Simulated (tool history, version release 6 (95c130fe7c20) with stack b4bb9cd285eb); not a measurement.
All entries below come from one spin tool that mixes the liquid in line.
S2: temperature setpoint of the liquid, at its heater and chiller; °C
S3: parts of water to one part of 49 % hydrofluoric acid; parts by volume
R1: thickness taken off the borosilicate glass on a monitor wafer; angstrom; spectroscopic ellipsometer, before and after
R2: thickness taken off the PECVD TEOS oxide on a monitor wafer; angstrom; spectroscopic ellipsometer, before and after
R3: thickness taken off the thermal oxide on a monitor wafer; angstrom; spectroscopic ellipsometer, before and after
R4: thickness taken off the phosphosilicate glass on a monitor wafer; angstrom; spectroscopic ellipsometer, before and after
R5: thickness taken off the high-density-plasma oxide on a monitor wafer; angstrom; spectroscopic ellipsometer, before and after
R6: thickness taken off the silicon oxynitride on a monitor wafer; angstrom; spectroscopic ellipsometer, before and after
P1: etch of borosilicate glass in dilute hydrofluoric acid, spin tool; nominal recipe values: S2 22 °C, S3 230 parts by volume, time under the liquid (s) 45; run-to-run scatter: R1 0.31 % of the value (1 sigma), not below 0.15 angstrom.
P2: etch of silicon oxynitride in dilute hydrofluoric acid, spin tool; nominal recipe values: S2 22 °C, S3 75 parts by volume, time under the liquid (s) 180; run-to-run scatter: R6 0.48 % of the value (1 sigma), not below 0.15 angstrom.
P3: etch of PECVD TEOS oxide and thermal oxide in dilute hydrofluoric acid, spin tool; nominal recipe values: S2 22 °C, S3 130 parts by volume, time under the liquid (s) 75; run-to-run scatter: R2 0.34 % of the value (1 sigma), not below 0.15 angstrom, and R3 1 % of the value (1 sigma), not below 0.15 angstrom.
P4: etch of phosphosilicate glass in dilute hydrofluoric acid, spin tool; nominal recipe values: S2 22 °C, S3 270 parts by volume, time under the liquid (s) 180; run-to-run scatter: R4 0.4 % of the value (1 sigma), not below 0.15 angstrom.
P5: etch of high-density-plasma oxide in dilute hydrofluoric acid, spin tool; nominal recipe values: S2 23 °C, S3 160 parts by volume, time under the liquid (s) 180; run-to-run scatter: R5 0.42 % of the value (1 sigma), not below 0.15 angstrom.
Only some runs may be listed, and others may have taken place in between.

Run 1, hour 10.5: process that ran P1, S2 22 °C, S3 230 parts by volume, time under the liquid (s) 45. Result: R1 76.36 angstrom.
Run 2, hour 17.3: process that ran P1, S2 22 °C, S3 50 parts by volume, time under the liquid (s) 45. Result: R1 428.35 angstrom.
Run 3, hour 24.9: process that ran P1, S2 29.5 °C, S3 230 parts by volume, time under the liquid (s) 45. Result: R1 99.875 angstrom.
Run 4, hour 39.3: process that ran P3, S2 22 °C, S3 215 parts by volume, time under the liquid (s) 75. Result: R2 45.204 angstrom, R3 12.608 angstrom.
Run 5, hour 45.9: process that ran P1, S2 22 °C, S3 230 parts by volume, time under the liquid (s) 45. Result: R1 76.524 angstrom.
Run 6, hour 59.7: process that ran P4, S2 22 °C, S3 270 parts by volume, time under the liquid (s) 180. Result: R4 305.67 angstrom.
Run 7, hour 68: process that ran P5, S2 23 °C, S3 260 parts by volume, time under the liquid (s) 180. Result: R5 30.809 angstrom.
Run 8, hour 78: process that ran P5, S2 23 °C, S3 160 parts by volume, time under the liquid (s) 180. Result: R5 54.419 angstrom.
Run 9, hour 86.3: process that ran P1, S2 17 °C, S3 395 parts by volume, time under the liquid (s) 45. Result: R1 32.102 angstrom.
Run 10, hour 94.1: process that ran P3, S2 22 °C, S3 130 parts by volume, time under the liquid (s) 75. Result: R2 82.305 angstrom, R3 23.776 angstrom.
Run 11, hour 105.8: process that ran P5, S2 23 °C, S3 160 parts by volume, time under the liquid (s) 60. Result: R5 18.46 angstrom.
Run 12, hour 117.1: process that ran P1, S2 22 °C, S3 315 parts by volume, time under the liquid (s) 45. Result: R1 51.488 angstrom.
Run 13, hour 126.4: process that ran P4, S2 22 °C, S3 270 parts by volume, time under the liquid (s) 15. Result: R4 25.676 angstrom.
Run 14, hour 138.7: process that ran P3, S2 22 °C, S3 130 parts by volume, time under the liquid (s) 145. Result: R2 158.39 angstrom, R3 45.833 angstrom.
Run 15, hour 152: process that ran P1, S2 22 °C, S3 230 parts by volume, time under the liquid (s) 45. Result: R1 76.801 angstrom.
Run 16, hour 165.8: process that ran P1, S2 22 °C, S3 230 parts by volume, time under the liquid (s) 45. Result: R1 76.253 angstrom.
Run 17, hour 177.7: process that ran P1, S2 22 °C, S3 230 parts by volume, time under the liquid (s) 45. Result: R1 76.583 angstrom.
Run 18, hour 186.7: process that ran P5, S2 31 °C, S3 160 parts by volume, time under the liquid (s) 180. Result: R5 74.253 angstrom.
Run 19, hour 197.4: process that ran P1, S2 22 °C, S3 230 parts by volume, time under the liquid (s) 85. Result: R1 144.4 angstrom.
Run 20, hour 204.9: process that ran P1, S2 22 °C, S3 230 parts by volume, time under the liquid (s) 45. Result: R1 76.507 angstrom.
Run 21, hour 216.5: process that ran P5, S2 23 °C, S3 160 parts by volume, time under the liquid (s) 180. Result: R5 54.659 angstrom.
Run 22, hour 228.1: process that ran P4, S2 29 °C, S3 270 parts by volume, time under the liquid (s) 180. Result: R4 392.38 angstrom.
Run 23, hour 239.4: process that ran P4, S2 22 °C, S3 435 parts by volume, time under the liquid (s) 180. Result: R4 165.28 angstrom.
Run 24, hour 252: process that ran P2, S2 22 °C, S3 75 parts by volume, time under the liquid (s) 15. Result: R6 3.6012 angstrom.
Run 25, hour 260.3: process that ran P2, S2 22 °C, S3 25 parts by volume, time under the liquid (s) 180. Result: R6 136.11 angstrom.
Run 26, hour 267.5: process that ran P3, S2 29.5 °C, S3 130 parts by volume, time under the liquid (s) 75. Result: R2 109.11 angstrom, R3 31.051 angstrom.
At hour 269.1: thermometer replaced.
Run 27, hour 275.1: process that ran P2, S2 22 °C, S3 75 parts by volume, time under the liquid (s) 180. Result: R6 43.941 angstrom.
Run 28, hour 286.6: process that ran P1, S2 17 °C, S3 230 parts by volume, time under the liquid (s) 45. Result: R1 63.372 angstrom.
Run 29, hour 297.7: process that ran P2, S2 17 °C, S3 75 parts by volume, time under the liquid (s) 180. Result: R6 33.73 angstrom.
Run 30, hour 310.8: process that ran P4, S2 22 °C, S3 270 parts by volume, time under the liquid (s) 180. Result: R4 306.51 angstrom.
Run 31, hour 321.9: process that ran P1, S2 22 °C, S3 230 parts by volume, time under the liquid (s) 20. Result: R1 33.994 angstrom.
Run 32, hour 330.7: process that ran P1, S2 22 °C, S3 230 parts by volume, time under the liquid (s) 45. Result: R1 76.261 angstrom.
Run 33, hour 338: process that ran P1, S2 22 °C, S3 230 parts by volume, time under the liquid (s) 45. Result: R1 75.059 angstrom.
Run 34, hour 345.6: process that ran P1, S2 22 °C, S3 230 parts by volume, time under the liquid (s) 45. Result: R1 74.194 angstrom.
Run 35, hour 357.6: process that ran P1, S2 22 °C, S3 230 parts by volume, time under the liquid (s) 45. Result: R1 73.582 angstrom.
Run 36, hour 369.5: process that ran P1, S2 22 °C, S3 230 parts by volume, time under the liquid (s) 45. Result: R1 73.016 angstrom.
Run 37, hour 382.3: process that ran P1, S2 22 °C, S3 230 parts by volume, time under the liquid (s) 45. Result: R1 72.361 angstrom.
Run 38, hour 393.5: process that ran P1, S2 22 °C, S3 230 parts by volume, time under the liquid (s) 45. Result: R1 71.86 angstrom.
Run 39, hour 400.9: process that ran P1, S2 22 °C, S3 230 parts by volume, time under the liquid (s) 45. Result: R1 72.566 angstrom.
Run 40, hour 409.6: process that ran P1, S2 22 °C, S3 230 parts by volume, time under the liquid (s) 45. Result: R1 71.994 angstrom.
Run 41, hour 424.2: process that ran P1, S2 22 °C, S3 230 parts by volume, time under the liquid (s) 45. Result: R1 71.925 angstrom.
Run 42, hour 438.7: process that ran P1, S2 22 °C, S3 230 parts by volume, time under the liquid (s) 45. Result: R1 71.573 angstrom.
Run 43, hour 450: process that ran P1, S2 22 °C, S3 230 parts by volume, time under the liquid (s) 45. Result: R1 71.462 angstrom.

What P1 gives has crept off from where it sat before. The 2 causes that follow fit the log equally well, each at the size noted:
A: liquid colder than its thermometer reads (K) = 1.7
B: hydrofluoric acid flow below the setpoint (%) = 5.02
At approximately hour 330.7, the process output began to creep.

Which of the check runs below tells the causes apart, meaning the causes would give it clearly different results? Each run uses 2 wafers whose results are averaged, and each result is shown as a question mark.
Run check 1, hour 461.3: process that ran P3, S2 25.5 °C, S3 200 parts by volume, time under the liquid (s) 75. Result: R2 ?, R3 ?.
Run check 2, hour 461.3: process that ran P4, S2 22 °C, S3 370 parts by volume, time under the liquid (s) 20. Result: R4 ?.
Run check 3, hour 461.3: process that ran P2, S2 22 °C, S3 30 parts by volume, time under the liquid (s) 180. Result: R6 ?.
Run check 4, hour 461.3: process that ran P5, S2 31 °C, S3 235 parts by volume, time under the liquid (s) 180. Result: R5 ?.

Expected result of each check under each candidate cause:
  check  result    if A    if B
check 1      R2   52.84  52.798
check 1      R3  15.152   15.14
check 2      R4   21.44  21.233
check 3      R6  103.69  107.21
check 4      R5  43.189  42.794
Smallest distance between any two causes, each pair judged by its most separating result, in per cent: check 1 0.08 %; check 2 0.97 %; check 3 3.33 %; check 4 0.92 %
Check 3 is the one run that separates the causes; every other check would come out nearly the same whichever cause is at work.

Here is what check 3 returned: R6 103.78 angstrom. Which cause is it?

It is A: liquid colder than its thermometer reads (K).
